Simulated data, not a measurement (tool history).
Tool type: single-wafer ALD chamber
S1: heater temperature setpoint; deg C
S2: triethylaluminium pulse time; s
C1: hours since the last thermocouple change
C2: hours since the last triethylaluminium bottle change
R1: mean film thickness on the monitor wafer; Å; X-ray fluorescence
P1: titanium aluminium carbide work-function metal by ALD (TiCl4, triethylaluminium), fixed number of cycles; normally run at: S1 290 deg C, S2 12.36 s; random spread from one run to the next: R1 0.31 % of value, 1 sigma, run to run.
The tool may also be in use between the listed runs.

Run 1, day 0.696: S1 290 deg C, S2 12.36 s; C1 924.2; C2 792.7. Result: R1 19.514 Å.
Run 2, day 1.254: S1 276 deg C, S2 16.80 s; C1 937.6; C2 806.1. Result: R1 18.385 Å.
Run 3, day 1.646: S1 314 deg C, S2 12.36 s; C1 947.0; C2 815.5. Result: R1 21.578 Å.
Run 4, day 2.067: S1 290 deg C, S2 12.36 s; C1 957.1; C2 825.6. Result: R1 19.396 Å.
Run 5, day 2.617: S1 290 deg C, S2 16.84 s; C1 970.3; C2 838.8. Result: R1 19.675 Å.
Run 6, day 3.033: S1 290 deg C, S2 12.36 s; C1 980.3; C2 848.8. Result: R1 19.383 Å.
Run 7, day 3.688: S1 290 deg C, S2 12.36 s; C1 996.0; C2 864.5. Result: R1 19.449 Å.
Run 8, day 4.233: S1 290 deg C, S2 12.36 s; C1 1009.1; C2 877.6. Result: R1 19.538 Å.
Run 9, day 4.696: S1 269 deg C, S2 6.45 s; C1 1020.2; C2 888.7. Result: R1 15.918 Å.
Run 10, day 5.350: S1 279 deg C, S2 6.90 s; C1 1035.9; C2 904.4. Result: R1 17.039 Å.
Run 11, day 5.858: S1 266 deg C, S2 12.36 s; C1 1048.1; C2 916.6. Result: R1 17.426 Å.
Run 12, day 6.617: S1 290 deg C, S2 6.18 s; C1 1066.3; C2 934.8. Result: R1 17.351 Å.
Run 13, day 7.338: S1 290 deg C, S2 12.36 s; C1 1083.6; C2 952.1. Result: R1 19.502 Å.

Forecast run 14:
Run 14, day 8.012: S1 290 deg C, S2 12.36 s; C1 1099.8; C2 968.3. Result: R1 ?.

{"run 14": {"R1": 19.195}}

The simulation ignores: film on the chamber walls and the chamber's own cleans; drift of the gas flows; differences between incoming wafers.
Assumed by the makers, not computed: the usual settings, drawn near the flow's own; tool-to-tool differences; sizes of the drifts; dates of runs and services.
